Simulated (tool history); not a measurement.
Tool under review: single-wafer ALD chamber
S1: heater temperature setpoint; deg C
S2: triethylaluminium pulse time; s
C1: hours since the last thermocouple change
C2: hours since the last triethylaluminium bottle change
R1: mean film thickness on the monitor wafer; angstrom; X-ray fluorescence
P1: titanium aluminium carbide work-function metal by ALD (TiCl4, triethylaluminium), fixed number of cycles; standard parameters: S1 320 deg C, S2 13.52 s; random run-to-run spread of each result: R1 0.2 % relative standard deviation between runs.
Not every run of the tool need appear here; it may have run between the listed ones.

Run 1, hour 4.6: S1 320 deg C, S2 13.52 s; C1 1649.9; C2 704.7. Result: R1 22.998 angstrom.
Run 2, hour 9.1: S1 320 deg C, S2 13.52 s; C1 1654.4; C2 709.2. Result: R1 23.038 angstrom.
Run 3, hour 11.7: S1 298 deg C, S2 13.52 s; C1 1657.0; C2 711.8. Result: R1 21.001 angstrom.
Run 4, hour 14.2: S1 320 deg C, S2 13.52 s; C1 1659.5; C2 714.3. Result: R1 23.020 angstrom.
Run 5, hour 18.9: S1 320 deg C, S2 20.01 s; C1 1664.2; C2 719.0. Result: R1 23.192 angstrom.
Run 6, hour 21.9: S1 320 deg C, S2 6.18 s; C1 1667.2; C2 722.0. Result: R1 20.525 angstrom.
Run 7, hour 24.0: S1 320 deg C, S2 13.52 s; C1 1669.3; C2 724.1. Result: R1 23.037 angstrom.
Run 8, hour 27.6: S1 341 deg C, S2 5.81 s; C1 1672.9; C2 727.7. Result: R1 21.829 angstrom.
Run 9, hour 30.2: S1 320 deg C, S2 13.52 s; C1 1675.5; C2 730.3. Result: R1 23.032 angstrom.
Run 10, hour 32.4: S1 320 deg C, S2 13.52 s; C1 1677.7; C2 732.5. Result: R1 23.055 angstrom.
Run 11, hour 34.8: S1 342 deg C, S2 13.52 s; C1 1680.1; C2 734.9. Result: R1 25.126 angstrom.
Run 12, hour 37.5: S1 320 deg C, S2 13.52 s; C1 1682.8; C2 737.6. Result: R1 23.104 angstrom.
Run 13, hour 41.9: S1 320 deg C, S2 13.52 s; C1 1687.2; C2 742.0. Result: R1 23.058 angstrom.
Run 14, hour 45.2: S1 320 deg C, S2 13.52 s; C1 1690.5; C2 745.3. Result: R1 22.867 angstrom.
Run 15, hour 49.3: S1 320 deg C, S2 13.52 s; C1 1694.6; C2 749.4. Result: R1 22.717 angstrom.
Run 16, hour 51.9: S1 320 deg C, S2 13.52 s; C1 1697.2; C2 752.0. Result: R1 22.760 angstrom.
Run 17, hour 56.6: S1 320 deg C, S2 13.52 s; C1 1701.9; C2 756.7. Result: R1 22.633 angstrom.
Run 18, hour 59.8: S1 320 deg C, S2 13.52 s; C1 1705.1; C2 759.9. Result: R1 22.583 angstrom.
Run 19, hour 62.8: S1 320 deg C, S2 13.52 s; C1 1708.1; C2 762.9. Result: R1 22.607 angstrom.
Run 20, hour 65.9: S1 320 deg C, S2 13.52 s; C1 1711.2; C2 766.0. Result: R1 22.544 angstrom.

The log shows P1 creeping away from where it was. Any of the 2 causes listed here, at the size stated for it, fits the log just as well as the others:
A: wafer temperature below the value expected at the setpoint (K) = 5.2
B: triethylaluminium dose below that of a fresh bottle (%) = 25
Creep in the process output first set in at about hour 41.9.

Of the 4 check runs listed below, each run on one wafer and each result written as a question mark, which would let you distinguish the listed causes because they would give clearly different results?
Run check 1, hour 69.0: S1 311 deg C, S2 7.71 s. Result: R1 ?.
Run check 2, hour 69.0: S1 337 deg C, S2 13.52 s. Result: R1 ?.
Run check 3, hour 69.0: S1 304 deg C, S2 13.52 s. Result: R1 ?.
Run check 4, hour 69.0: S1 341 deg C, S2 13.52 s. Result: R1 ?.

What every check run would give for each of its results, assuming each possible cause in turn:
  check  result    if A    if B
check 1      R1  20.394  19.364
check 2      R1  24.150  24.122
check 3      R1  21.077  21.102
check 4      R1  24.528  24.492
Minimum pairwise separation of causes per check, each pair taken at its best-separating result: check 1 5.18 %; check 2 0.12 %; check 3 0.12 %; check 4 0.14 %
Of the check runs offered, only check 1 discriminates between the causes; the rest would read about the same regardless of which cause applies.

With check 1 done, the readings were: R1 19.373 angstrom. Identify which of the listed causes applies.

B is the cause: triethylaluminium dose below that of a fresh bottle (%).

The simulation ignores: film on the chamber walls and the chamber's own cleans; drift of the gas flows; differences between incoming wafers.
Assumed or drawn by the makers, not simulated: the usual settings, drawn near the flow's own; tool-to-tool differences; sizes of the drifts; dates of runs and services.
